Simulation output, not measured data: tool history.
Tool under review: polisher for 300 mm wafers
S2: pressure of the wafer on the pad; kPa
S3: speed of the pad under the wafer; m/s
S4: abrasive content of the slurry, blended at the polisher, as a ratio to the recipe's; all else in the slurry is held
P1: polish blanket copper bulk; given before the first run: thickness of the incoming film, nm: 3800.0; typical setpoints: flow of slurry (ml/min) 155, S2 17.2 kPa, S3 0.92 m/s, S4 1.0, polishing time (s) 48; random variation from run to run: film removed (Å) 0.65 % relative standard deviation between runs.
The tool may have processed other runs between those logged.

run 1 hour=13.4 | flow_of_slurry_(ml/min)=155 S2=17.2 S3=0.92 S4=1.0 polishing_time_(s)=48 | film_removed_(Å)=2849.3
run 2 hour=20.7 | flow_of_slurry_(ml/min)=155 S2=17.2 S3=0.92 S4=1.0 polishing_time_(s)=22 | film_removed_(Å)=1287.4
run 3 hour=28.2 | flow_of_slurry_(ml/min)=155 S2=17.2 S3=0.92 S4=1.0 polishing_time_(s)=48 | film_removed_(Å)=2845.3
run 4 hour=42.6 | flow_of_slurry_(ml/min)=95 S2=9.7 S3=0.92 S4=1.0 polishing_time_(s)=48 | film_removed_(Å)=1430.4
run 5 hour=57.2 | flow_of_slurry_(ml/min)=155 S2=17.2 S3=0.92 S4=1.0 polishing_time_(s)=48 | film_removed_(Å)=2852.4
run 6 hour=68.2 | flow_of_slurry_(ml/min)=155 S2=17.2 S3=0.92 S4=1.0 polishing_time_(s)=48 | film_removed_(Å)=2832.2
run 7 hour=75.4 | flow_of_slurry_(ml/min)=155 S2=17.2 S3=0.92 S4=1.5 polishing_time_(s)=48 | film_removed_(Å)=3104.2
run 8 hour=83.4 | flow_of_slurry_(ml/min)=155 S2=17.2 S3=0.92 S4=0.6 polishing_time_(s)=48 | film_removed_(Å)=2580.7
run 9 hour=97.0 | flow_of_slurry_(ml/min)=155 S2=17.2 S3=0.92 S4=1.0 polishing_time_(s)=65 | film_removed_(Å)=3863.5
run 10 hour=104.7 | flow_of_slurry_(ml/min)=155 S2=17.2 S3=1.20 S4=1.0 polishing_time_(s)=48 | film_removed_(Å)=3743.9
run 11 hour=115.1 | flow_of_slurry_(ml/min)=155 S2=17.2 S3=0.92 S4=1.0 polishing_time_(s)=48 | film_removed_(Å)=2834.4
run 12 hour=131.3 | flow_of_slurry_(ml/min)=95 S2=17.2 S3=0.92 S4=1.0 polishing_time_(s)=48 | film_removed_(Å)=2568.7
run 13 hour=144.9 | flow_of_slurry_(ml/min)=195 S2=17.2 S3=0.92 S4=1.0 polishing_time_(s)=48 | film_removed_(Å)=2907.2
run 14 hour=157.0 | flow_of_slurry_(ml/min)=155 S2=11.7 S3=0.92 S4=1.0 polishing_time_(s)=48 | film_removed_(Å)=1934.6
run 15 hour=171.6 | flow_of_slurry_(ml/min)=155 S2=17.2 S3=0.58 S4=1.0 polishing_time_(s)=48 | film_removed_(Å)=1785.9
run 16 hour=181.6 | flow_of_slurry_(ml/min)=155 S2=17.2 S3=0.92 S4=1.0 polishing_time_(s)=48 | film_removed_(Å)=2810.3
run 17 hour=197.5 | flow_of_slurry_(ml/min)=155 S2=27.6 S3=0.92 S4=1.0 polishing_time_(s)=48 | film_removed_(Å)=4525.7
run 18 hour=206.2 | flow_of_slurry_(ml/min)=155 S2=17.2 S3=0.92 S4=1.0 polishing_time_(s)=48 | film_removed_(Å)=2847.9
run 19 hour=219.4 | flow_of_slurry_(ml/min)=155 S2=17.2 S3=0.92 S4=1.0 polishing_time_(s)=48 | film_removed_(Å)=2737.1
run 20 hour=228.4 | flow_of_slurry_(ml/min)=155 S2=17.2 S3=0.92 S4=1.0 polishing_time_(s)=48 | film_removed_(Å)=2676.4
run 21 hour=238.6 | flow_of_slurry_(ml/min)=155 S2=17.2 S3=0.92 S4=1.0 polishing_time_(s)=48 | film_removed_(Å)=2654.0
-- hour=241.0 slurry blender recalibrated
run 22 hour=254.3 | flow_of_slurry_(ml/min)=155 S2=17.2 S3=0.92 S4=1.0 polishing_time_(s)=48 | film_removed_(Å)=2598.7
-- hour=265.3 head pressure recalibrated
run 23 hour=270.0 | flow_of_slurry_(ml/min)=155 S2=17.2 S3=0.92 S4=1.0 polishing_time_(s)=48 | film_removed_(Å)=2572.4
run 24 hour=281.5 | flow_of_slurry_(ml/min)=155 S2=17.2 S3=0.92 S4=1.0 polishing_time_(s)=48 | film_removed_(Å)=2611.8
run 25 hour=291.2 | flow_of_slurry_(ml/min)=155 S2=17.2 S3=0.92 S4=1.0 polishing_time_(s)=48 | film_removed_(Å)=2585.9

What P1 gives has crept off from where it sat before. The 2 causes that follow fit the log equally well, each at the size noted:
A: removal rate lost through wear of the pad, % = 9.09
B: slurry flow missing at the pad, % = 36.5
The drift started at roughly hour 206.2.
The rest of the possible causes, and what rules out each one:
head's pressure below its setpoint, %: serviced at hour 265.3, which brought nothing back
abrasive missing from the slurry, %: serviced at hour 241.0, which brought nothing back

Listed below are the offered check runs, one wafer per run, with question marks in place of results. For which of them would the causes give clearly different outcomes?
run check 1 hour=300.9 | flow_of_slurry_(ml/min)=155 S2=17.2 S3=0.92 S4=1.0 polishing_time_(s)=22 | film_removed_(Å)=?
run check 2 hour=300.9 | flow_of_slurry_(ml/min)=155 S2=24.8 S3=0.92 S4=1.0 polishing_time_(s)=48 | film_removed_(Å)=?
run check 3 hour=300.9 | flow_of_slurry_(ml/min)=95 S2=17.2 S3=0.92 S4=0.7 polishing_time_(s)=48 | film_removed_(Å)=?
run check 4 hour=300.9 | flow_of_slurry_(ml/min)=155 S2=23.4 S3=0.92 S4=1.0 polishing_time_(s)=48 | film_removed_(Å)=?

If the cause were each of the candidates in turn, the checks would give the following:
check=check_1 result=film_removed_(Å) if_A=1183.2 if_B=1183.4
check=check_2 result=film_removed_(Å) if_A=3717.5 if_B=3718.2
check=check_3 result=film_removed_(Å) if_A=2158.3 if_B=2051.9
check=check_4 result=film_removed_(Å) if_A=3511.0 if_B=3511.6
Per check, the gap between the least separated pair of causes, taken in the result that splits them most: check 1 0.02 %; check 2 0.02 %; check 3 5.06 %; check 4 0.02 %
Only check 3 tells the causes apart: in the others they would give nearly the same result.

With check 3 done, the readings were: film removed (Å) 2179.4. Identify which of the listed causes applies.

It is A: removal rate lost through wear of the pad, %.
